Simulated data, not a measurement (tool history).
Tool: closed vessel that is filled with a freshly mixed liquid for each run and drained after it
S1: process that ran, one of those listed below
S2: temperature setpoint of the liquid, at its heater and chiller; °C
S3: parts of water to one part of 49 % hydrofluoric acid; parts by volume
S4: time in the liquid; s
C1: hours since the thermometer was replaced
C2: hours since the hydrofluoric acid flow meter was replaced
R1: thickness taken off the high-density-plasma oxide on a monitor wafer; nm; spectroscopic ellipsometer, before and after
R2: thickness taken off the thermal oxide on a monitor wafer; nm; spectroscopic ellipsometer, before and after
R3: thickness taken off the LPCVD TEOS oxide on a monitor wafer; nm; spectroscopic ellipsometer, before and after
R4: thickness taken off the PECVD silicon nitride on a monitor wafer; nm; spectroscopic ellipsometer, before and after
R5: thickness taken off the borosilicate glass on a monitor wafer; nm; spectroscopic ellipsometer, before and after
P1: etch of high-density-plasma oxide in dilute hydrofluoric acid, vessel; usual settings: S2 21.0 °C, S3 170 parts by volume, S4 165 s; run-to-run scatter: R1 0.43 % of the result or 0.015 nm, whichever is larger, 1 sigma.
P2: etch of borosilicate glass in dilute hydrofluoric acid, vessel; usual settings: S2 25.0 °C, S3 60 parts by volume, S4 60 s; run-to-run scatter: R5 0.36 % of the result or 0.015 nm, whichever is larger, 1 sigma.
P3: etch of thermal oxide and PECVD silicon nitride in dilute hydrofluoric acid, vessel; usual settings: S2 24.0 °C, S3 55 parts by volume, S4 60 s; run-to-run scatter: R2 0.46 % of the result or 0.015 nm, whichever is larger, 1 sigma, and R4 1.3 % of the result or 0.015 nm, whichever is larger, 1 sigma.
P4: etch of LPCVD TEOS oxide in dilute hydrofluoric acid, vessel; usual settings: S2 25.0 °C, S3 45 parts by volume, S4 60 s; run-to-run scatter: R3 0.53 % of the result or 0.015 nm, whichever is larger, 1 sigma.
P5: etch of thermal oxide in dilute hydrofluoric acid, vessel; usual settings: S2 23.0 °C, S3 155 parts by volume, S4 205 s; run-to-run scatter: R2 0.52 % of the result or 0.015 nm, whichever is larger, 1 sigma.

Run 1, hour 6.1: S1 P1, S2 21.0 °C, S3 170 parts by volume, S4 165 s; C1 919.5; C2 728.5. Result: R1 5.53130 nm.
Run 2, hour 17.6: S1 P5, S2 17.5 °C, S3 155 parts by volume, S4 205 s; C1 931.0; C2 740.0. Result: R2 4.66750 nm.
Run 3, hour 28.8: S1 P1, S2 21.0 °C, S3 265 parts by volume, S4 235 s; C1 942.2; C2 751.2. Result: R1 4.59400 nm.
Run 4, hour 35.1: S1 P4, S2 25.0 °C, S3 45 parts by volume, S4 60 s; C1 948.5; C2 757.5. Result: R3 59.538 nm.
Run 5, hour 46.1: S1 P1, S2 21.0 °C, S3 170 parts by volume, S4 165 s; C1 959.5; C2 768.5. Result: R1 5.50310 nm.
Run 6, hour 56.3: S1 P4, S2 25.0 °C, S3 70 parts by volume, S4 60 s; C1 969.7; C2 778.7. Result: R3 36.932 nm.
Run 7, hour 63.8: S1 P4, S2 25.0 °C, S3 45 parts by volume, S4 60 s; C1 977.2; C2 786.2. Result: R3 59.727 nm.
Run 8, hour 70.3: S1 P5, S2 23.0 °C, S3 155 parts by volume, S4 30 s; C1 983.7; C2 792.7. Result: R2 0.84172 nm.
Run 9, hour 79.8: S1 P3, S2 24.0 °C, S3 55 parts by volume, S4 115 s; C1 993.2; C2 802.2. Result: R2 10.51000 nm, R4 3.4455 nm.
Run 10, hour 87.9: S1 P1, S2 17.0 °C, S3 170 parts by volume, S4 165 s; C1 1001.3; C2 810.3. Result: R1 4.75480 nm.
Run 11, hour 93.8: S1 P5, S2 23.0 °C, S3 155 parts by volume, S4 205 s; C1 1007.2; C2 816.2. Result: R2 5.78720 nm.
Run 12, hour 104.8: S1 P3, S2 24.0 °C, S3 20 parts by volume, S4 60 s; C1 1018.2; C2 827.2. Result: R2 15.81300 nm, R4 4.8371 nm.
Run 13, hour 111.8: S1 P1, S2 21.0 °C, S3 170 parts by volume, S4 265 s; C1 1025.2; C2 834.2. Result: R1 8.83490 nm.
Run 14, hour 119.5: S1 P3, S2 17.5 °C, S3 55 parts by volume, S4 60 s; C1 1032.9; C2 841.9. Result: R2 4.16490 nm, R4 1.1951 nm.
Run 15, hour 130.7: S1 P1, S2 21.0 °C, S3 170 parts by volume, S4 30 s; C1 1044.1; C2 853.1. Result: R1 0.99111 nm.
Run 16, hour 140.9: S1 P1, S2 21.0 °C, S3 295 parts by volume, S4 165 s; C1 1054.3; C2 863.3. Result: R1 2.78330 nm.
Run 17, hour 148.9: S1 P4, S2 25.0 °C, S3 45 parts by volume, S4 30 s; C1 1062.3; C2 871.3. Result: R3 30.250 nm.
Run 18, hour 158.2: S1 P5, S2 23.0 °C, S3 155 parts by volume, S4 205 s; C1 1071.6; C2 880.6. Result: R2 5.75820 nm.
Run 19, hour 171.6: S1 P2, S2 25.0 °C, S3 60 parts by volume, S4 30 s; C1 1085.0; C2 894.0. Result: R5 20.737 nm.
Run 20, hour 183.5: S1 P4, S2 31.0 °C, S3 45 parts by volume, S4 60 s; C1 1096.9; C2 905.9. Result: R3 75.863 nm.
Run 21, hour 194.1: S1 P1, S2 21.0 °C, S3 60 parts by volume, S4 165 s; C1 1107.5; C2 916.5. Result: R1 17.60300 nm.
At hour 200.9: thermometer replaced.
Run 22, hour 204.6: S1 P1, S2 21.0 °C, S3 40 parts by volume, S4 290 s; C1 3.7; C2 927.0. Result: R1 47.78800 nm.
Run 23, hour 215.0: S1 P3, S2 24.0 °C, S3 55 parts by volume, S4 60 s; C1 14.1; C2 937.4. Result: R2 5.43340 nm, R4 1.7753 nm.
Run 24, hour 221.7: S1 P1, S2 28.0 °C, S3 170 parts by volume, S4 165 s; C1 20.8; C2 944.1. Result: R1 7.15370 nm.
Run 25, hour 233.7: S1 P1, S2 21.0 °C, S3 170 parts by volume, S4 165 s; C1 32.8; C2 956.1. Result: R1 5.48910 nm.
Run 26, hour 245.8: S1 P2, S2 25.0 °C, S3 60 parts by volume, S4 60 s; C1 44.9; C2 968.2. Result: R5 41.360 nm.
Run 27, hour 258.0: S1 P2, S2 31.0 °C, S3 60 parts by volume, S4 60 s; C1 57.1; C2 980.4. Result: R5 52.415 nm.
Run 28, hour 265.3: S1 P1, S2 21.0 °C, S3 170 parts by volume, S4 165 s; C1 64.4; C2 987.7. Result: R1 5.49750 nm.
Run 29, hour 271.9: S1 P2, S2 25.0 °C, S3 60 parts by volume, S4 60 s; C1 71.0; C2 994.3. Result: R5 41.676 nm.
Run 30, hour 280.8: S1 P1, S2 21.0 °C, S3 170 parts by volume, S4 165 s; C1 79.9; C2 1003.2. Result: R1 5.54720 nm.
Run 31, hour 287.1: S1 P1, S2 21.0 °C, S3 170 parts by volume, S4 165 s; C1 86.2; C2 1009.5. Result: R1 5.52030 nm.
Run 32, hour 294.1: S1 P5, S2 23.0 °C, S3 270 parts by volume, S4 205 s; C1 93.2; C2 1016.5. Result: R2 2.94650 nm.

Run 33 comes next. What will it give?
Run 33, hour 300.4: S1 P2, S2 25.0 °C, S3 20 parts by volume, S4 60 s; C1 99.5; C2 1022.8. Result: R5 ?.

Run 33 gave R5 131.690 nm.
